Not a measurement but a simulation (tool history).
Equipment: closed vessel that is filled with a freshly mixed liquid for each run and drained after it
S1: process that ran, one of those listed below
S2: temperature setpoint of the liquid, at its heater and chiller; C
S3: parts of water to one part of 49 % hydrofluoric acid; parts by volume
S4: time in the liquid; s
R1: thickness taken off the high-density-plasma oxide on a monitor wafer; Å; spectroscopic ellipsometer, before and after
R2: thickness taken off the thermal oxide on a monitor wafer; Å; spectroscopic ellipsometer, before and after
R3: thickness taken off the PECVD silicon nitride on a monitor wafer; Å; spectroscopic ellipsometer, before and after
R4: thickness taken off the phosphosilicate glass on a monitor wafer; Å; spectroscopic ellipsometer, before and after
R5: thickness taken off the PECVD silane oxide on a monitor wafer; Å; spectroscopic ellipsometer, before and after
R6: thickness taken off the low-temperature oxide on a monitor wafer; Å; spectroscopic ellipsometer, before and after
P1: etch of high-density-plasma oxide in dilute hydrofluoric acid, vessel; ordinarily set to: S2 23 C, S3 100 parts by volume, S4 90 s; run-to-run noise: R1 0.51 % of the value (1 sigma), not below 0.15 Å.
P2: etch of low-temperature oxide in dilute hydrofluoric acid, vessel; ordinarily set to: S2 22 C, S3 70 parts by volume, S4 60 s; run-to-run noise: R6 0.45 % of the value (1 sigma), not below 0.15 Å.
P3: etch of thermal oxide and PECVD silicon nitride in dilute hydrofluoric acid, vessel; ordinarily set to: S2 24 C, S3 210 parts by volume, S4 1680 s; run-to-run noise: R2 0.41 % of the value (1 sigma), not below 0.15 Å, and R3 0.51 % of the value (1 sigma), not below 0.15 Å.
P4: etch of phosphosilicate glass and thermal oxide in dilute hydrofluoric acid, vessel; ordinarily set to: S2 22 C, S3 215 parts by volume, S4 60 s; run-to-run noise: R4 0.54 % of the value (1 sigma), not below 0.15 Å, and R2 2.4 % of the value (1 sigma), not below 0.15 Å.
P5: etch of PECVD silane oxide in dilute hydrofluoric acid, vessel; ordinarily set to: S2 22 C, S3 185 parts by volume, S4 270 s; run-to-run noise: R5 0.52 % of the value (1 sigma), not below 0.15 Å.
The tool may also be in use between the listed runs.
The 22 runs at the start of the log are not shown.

| run | hour | S1 | S2 | S3 | S4 | R1 | R2 | R3 | R4 | R5 | R6 |
|---|---|---|---|---|---|---|---|---|---|---|---|
| 23 | 269.9 | P2 | 22 | 30 | 60 |  |  |  |  |  | 402.9 |
| 24 | 280.1 | P5 | 17 | 185 | 270 |  |  |  |  | 300.22 |  |
| 25 | 290.4 | P2 | 17 | 70 | 60 |  |  |  |  |  | 134.27 |
| 26 | 303.2 | P4 | 22 | 215 | 60 |  | 10.531 |  | 325.97 |  |  |
| 27 | 319.1 | P1 | 27 | 100 | 90 | 61.066 |  |  |  |  |  |
| 28 | 334.7 | P1 | 23 | 100 | 30 | 17.72 |  |  |  |  |  |
| 29 | 342.7 | P1 | 23 | 60 | 90 | 92.006 |  |  |  |  |  |
| 30 | 357.8 | P1 | 23 | 100 | 90 | 52.809 |  |  |  |  |  |

Expected results for the next run?
| 31 | 365.9 | P1 | 23 | 100 | 90 | ? |  |  |  |  |  |

R1: 53.632 Å
